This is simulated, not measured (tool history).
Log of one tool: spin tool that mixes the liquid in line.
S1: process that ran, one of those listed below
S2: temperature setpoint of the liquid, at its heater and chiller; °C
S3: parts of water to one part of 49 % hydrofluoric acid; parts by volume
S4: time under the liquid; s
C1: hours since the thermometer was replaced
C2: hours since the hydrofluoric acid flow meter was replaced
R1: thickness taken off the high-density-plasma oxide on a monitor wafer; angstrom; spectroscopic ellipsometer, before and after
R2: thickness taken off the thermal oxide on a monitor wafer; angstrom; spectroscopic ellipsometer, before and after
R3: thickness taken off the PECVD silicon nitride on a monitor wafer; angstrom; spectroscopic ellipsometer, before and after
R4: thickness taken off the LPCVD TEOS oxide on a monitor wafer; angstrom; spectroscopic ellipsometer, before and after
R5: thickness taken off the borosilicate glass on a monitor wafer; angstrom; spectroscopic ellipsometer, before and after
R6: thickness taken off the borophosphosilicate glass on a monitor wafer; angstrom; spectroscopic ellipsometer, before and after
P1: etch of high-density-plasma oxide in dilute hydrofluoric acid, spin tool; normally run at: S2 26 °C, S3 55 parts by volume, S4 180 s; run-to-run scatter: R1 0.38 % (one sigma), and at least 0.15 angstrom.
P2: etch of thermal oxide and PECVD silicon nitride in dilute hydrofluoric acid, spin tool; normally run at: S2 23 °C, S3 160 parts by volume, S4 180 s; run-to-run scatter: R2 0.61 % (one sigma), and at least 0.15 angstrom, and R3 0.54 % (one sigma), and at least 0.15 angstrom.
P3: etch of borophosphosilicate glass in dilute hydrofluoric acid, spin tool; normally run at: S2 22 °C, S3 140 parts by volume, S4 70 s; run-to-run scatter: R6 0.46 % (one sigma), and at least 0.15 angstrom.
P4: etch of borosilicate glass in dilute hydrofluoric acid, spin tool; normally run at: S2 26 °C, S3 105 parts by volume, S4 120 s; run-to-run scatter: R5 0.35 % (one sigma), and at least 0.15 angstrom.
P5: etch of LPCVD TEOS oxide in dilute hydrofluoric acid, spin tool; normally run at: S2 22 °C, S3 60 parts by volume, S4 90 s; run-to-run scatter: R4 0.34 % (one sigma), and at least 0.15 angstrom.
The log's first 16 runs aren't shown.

run   hour  S1    S2   S3   S4     C1      C2      R1      R2      R3      R4      R5      R6
 17  138.6  P1    26  100  180  762.3  1279.8  164.33
 18  143.5  P1  30.5   20  180  767.2  1284.7  1104.8
 19  149.5  P1    26   55  180  773.2  1290.7  318.89
 20  157.1  P4    26  105  120  780.8  1298.3                                   347.4
 21  161.7  P5    22   60   90  785.4  1302.9                          316.47
 22  168.2  P3    22   35   70  791.9  1309.4                                          804.11
 23  173.1  P5    22   60   90  796.8  1314.3                          318.25
 24  182.2  P2  18.5  160  180  805.9  1323.4          40.459  34.576
 25  191.8  P4    26  105   55  815.5    1333                                  159.59
     196.1  -- thermometer replaced
 26  196.9  P4    26   25  120    0.8  1338.1                                  1633.2
 27  205.2  P2    23  160  180    9.1  1346.4          48.889  45.754
 28    215  P1    31   55  180   18.9  1356.2  389.61
 29  224.5  P1  20.5   55   30   28.4  1365.7  42.179
 30  230.3  P1  19.5   55  180   34.2  1371.5  242.63
 31  239.1  P1    26   55  180     43  1380.3  317.97

Forecast run 32:
 32  245.7  P1  26  55  180  49.6  1386.9   ?

{"run 32": {"R1": 311.2}}
